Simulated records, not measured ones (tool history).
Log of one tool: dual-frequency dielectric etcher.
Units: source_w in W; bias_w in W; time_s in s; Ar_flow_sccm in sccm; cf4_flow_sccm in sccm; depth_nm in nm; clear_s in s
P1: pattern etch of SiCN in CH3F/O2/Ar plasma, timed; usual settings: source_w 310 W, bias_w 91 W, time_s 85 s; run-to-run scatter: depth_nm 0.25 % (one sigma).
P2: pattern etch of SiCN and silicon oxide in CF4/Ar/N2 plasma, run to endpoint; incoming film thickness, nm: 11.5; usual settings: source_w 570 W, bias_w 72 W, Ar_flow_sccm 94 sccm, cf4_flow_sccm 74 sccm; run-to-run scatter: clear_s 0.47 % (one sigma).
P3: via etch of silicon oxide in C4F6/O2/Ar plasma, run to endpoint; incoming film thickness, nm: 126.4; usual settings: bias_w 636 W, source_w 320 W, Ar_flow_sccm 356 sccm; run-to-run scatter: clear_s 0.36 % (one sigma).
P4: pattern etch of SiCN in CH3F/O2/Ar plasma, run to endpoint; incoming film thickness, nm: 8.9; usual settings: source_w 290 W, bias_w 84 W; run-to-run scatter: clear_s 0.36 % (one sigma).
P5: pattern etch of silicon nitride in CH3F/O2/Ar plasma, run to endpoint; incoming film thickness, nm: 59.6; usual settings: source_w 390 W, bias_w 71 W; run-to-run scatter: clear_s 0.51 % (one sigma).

| run | day | process | source_w | bias_w | time_s | Ar_flow_sccm | cf4_flow_sccm | hours since the last wet clean | hours since the last source power generator calibration | hours since the last bias power generator calibration | depth_nm | clear_s |
|---|---|---|---|---|---|---|---|---|---|---|---|---|
| 1 | 0.238 | P1 | 310 | 91 | 85 |  |  | 138.9 | 1737.5 | 640.7 | 31.391 |  |
| 2 | 0.367 | P1 | 310 | 91 | 85 |  |  | 142 | 1740.6 | 643.8 | 31.311 |  |
| 3 | 0.55 | P1 | 310 | 91 | 122.5 |  |  | 146.4 | 1745 | 648.2 | 45.366 |  |
| 4 | 0.679 | P1 | 410 | 69 | 85 |  |  | 149.5 | 1748.1 | 651.3 | 31.69 |  |
| 5 | 0.8 | P3 | 320 | 636 |  | 356 |  | 152.4 | 1751 | 654.2 |  | 28.264 |
| 6 | 1.029 | P1 | 310 | 112 | 85 |  |  | 157.9 | 1756.5 | 659.7 | 34.08 |  |
| 7 | 1.25 | P1 | 430 | 91 | 85 |  |  | 163.2 | 1761.8 | 665 | 35.475 |  |
| 8 | 1.396 | P1 | 310 | 71 | 85 |  |  | 166.7 | 1765.3 | 668.5 | 28.656 |  |
| 9 | 1.525 | P4 | 230 | 84 |  |  |  | 169.8 | 1768.4 | 671.6 |  | 27.657 |
| 10 | 1.679 | P3 | 200 | 636 |  | 356 |  | 173.5 | 1772.1 | 675.3 |  | 33.43 |
| 11 | 1.912 | P1 | 210 | 91 | 85 |  |  | 179.1 | 1777.7 | 680.9 | 27.362 |  |
| 12 | 2.096 | P3 | 320 | 636 |  | 485 |  | 183.5 | 1782.1 | 685.3 |  | 29.239 |
|  | 2.238 | wet clean of the chamber |
| 13 | 2.25 | P3 | 320 | 636 |  | 356 |  | 0.4 | 1785.8 | 689 |  | 28.402 |
| 14 | 2.412 | P1 | 310 | 91 | 85 |  |  | 4.3 | 1789.7 | 692.9 | 31.408 |  |
| 15 | 2.571 | P5 | 390 | 95 |  |  |  | 8.1 | 1793.5 | 696.7 |  | 80.416 |
| 16 | 2.75 | P1 | 310 | 91 | 85 |  |  | 12.4 | 1797.8 | 701 | 31.438 |  |
| 17 | 2.917 | P4 | 290 | 104 |  |  |  | 16.4 | 1801.8 | 705 |  | 23.314 |
| 18 | 3.117 | P2 | 440 | 72 |  | 94 | 74 | 21.2 | 1806.6 | 709.8 |  | 13.472 |
| 19 | 3.304 | P5 | 390 | 71 |  |  |  | 25.7 | 1811.1 | 714.3 |  | 89.81 |
| 20 | 3.462 | P4 | 290 | 84 |  |  |  | 29.5 | 1814.9 | 718.1 |  | 25.342 |

Forecast run 21:
| 21 | 3.671 | P5 | 540 | 71 |  |  |  | 34.5 | 1819.9 | 723.1 |  | ? |

{"run 21": {"clear_s": 79.51}}
